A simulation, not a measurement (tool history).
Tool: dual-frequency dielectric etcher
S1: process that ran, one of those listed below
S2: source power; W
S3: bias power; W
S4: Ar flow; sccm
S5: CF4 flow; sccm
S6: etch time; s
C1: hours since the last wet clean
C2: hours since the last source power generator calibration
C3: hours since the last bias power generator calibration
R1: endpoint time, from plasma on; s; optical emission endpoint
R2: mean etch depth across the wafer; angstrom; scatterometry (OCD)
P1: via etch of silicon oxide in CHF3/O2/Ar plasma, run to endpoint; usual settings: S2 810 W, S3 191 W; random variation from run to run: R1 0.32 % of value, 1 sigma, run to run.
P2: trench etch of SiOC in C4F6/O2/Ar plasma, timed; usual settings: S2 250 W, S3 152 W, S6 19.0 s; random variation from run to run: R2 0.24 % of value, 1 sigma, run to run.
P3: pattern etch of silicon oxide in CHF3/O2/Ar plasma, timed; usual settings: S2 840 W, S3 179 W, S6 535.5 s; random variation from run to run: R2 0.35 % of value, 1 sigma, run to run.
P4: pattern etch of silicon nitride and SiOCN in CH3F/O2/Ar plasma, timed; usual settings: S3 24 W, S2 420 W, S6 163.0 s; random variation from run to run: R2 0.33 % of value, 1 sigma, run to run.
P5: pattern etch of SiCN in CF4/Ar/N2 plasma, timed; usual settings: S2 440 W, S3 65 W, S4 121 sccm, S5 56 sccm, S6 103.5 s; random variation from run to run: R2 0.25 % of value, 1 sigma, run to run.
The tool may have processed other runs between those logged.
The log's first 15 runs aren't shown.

run 16 hour=141.0 | S1=P1 S2=540 S3=191 | C1=240.9 C2=85.6 C3=2308.4 | R1=227.46
run 17 hour=148.4 | S1=P5 S2=440 S3=65 S4=121 S5=56 S6=103.5 | C1=248.3 C2=93.0 C3=2315.8 | R2=767.48
run 18 hour=159.0 | S1=P5 S2=440 S3=49 S4=121 S5=56 S6=103.5 | C1=258.9 C2=103.6 C3=2326.4 | R2=696.77
run 19 hour=168.4 | S1=P1 S2=810 S3=191 | C1=268.3 C2=113.0 C3=2335.8 | R1=193.90
run 20 hour=182.1 | S1=P5 S2=440 S3=65 S4=96 S5=56 S6=103.5 | C1=282.0 C2=126.7 C3=2349.5 | R2=800.01
run 21 hour=195.6 | S1=P4 S2=510 S3=24 S6=163.0 | C1=295.5 C2=140.2 C3=2363.0 | R2=244.82
run 22 hour=207.3 | S1=P2 S2=250 S3=152 S6=23.5 | C1=307.2 C2=151.9 C3=2374.7 | R2=386.13
run 23 hour=214.1 | S1=P4 S2=420 S3=14 S6=163.0 | C1=314.0 C2=158.7 C3=2381.5 | R2=182.89
run 24 hour=221.3 | S1=P4 S2=420 S3=24 S6=163.0 | C1=321.2 C2=165.9 C3=2388.7 | R2=228.12
run 25 hour=231.0 | S1=P1 S2=810 S3=112 | C1=330.9 C2=175.6 C3=2398.4 | R1=229.46
run 26 hour=240.6 | S1=P2 S2=250 S3=152 S6=19.0 | C1=340.5 C2=185.2 C3=2408.0 | R2=310.25
run 27 hour=252.9 | S1=P1 S2=810 S3=231 | C1=352.8 C2=197.5 C3=2420.3 | R1=181.73
run 28 hour=259.1 | S1=P5 S2=590 S3=65 S4=121 S5=56 S6=103.5 | C1=359.0 C2=203.7 C3=2426.5 | R2=993.28
run 29 hour=267.2 | S1=P3 S2=620 S3=179 S6=535.5 | C1=367.1 C2=211.8 C3=2434.6 | R2=11115.00
run 30 hour=277.3 | S1=P1 S2=810 S3=191 | C1=377.2 C2=221.9 C3=2444.7 | R1=194.36
run 31 hour=283.8 | S1=P1 S2=810 S3=191 | C1=383.7 C2=228.4 C3=2451.2 | R1=193.99
run 32 hour=291.4 | S1=P1 S2=810 S3=191 | C1=391.3 C2=236.0 C3=2458.8 | R1=192.28
-- hour=302.6 wet clean of the chamber
run 33 hour=303.3 | S1=P1 S2=810 S3=191 | C1=0.8 C2=247.9 C3=2470.7 | R1=192.07

Run 34 has not been measured yet. What should we expect?
run 34 hour=316.6 | S1=P1 S2=810 S3=191 | C1=14.1 C2=261.2 C3=2484.0 | R1=?

R1: 191.78 s
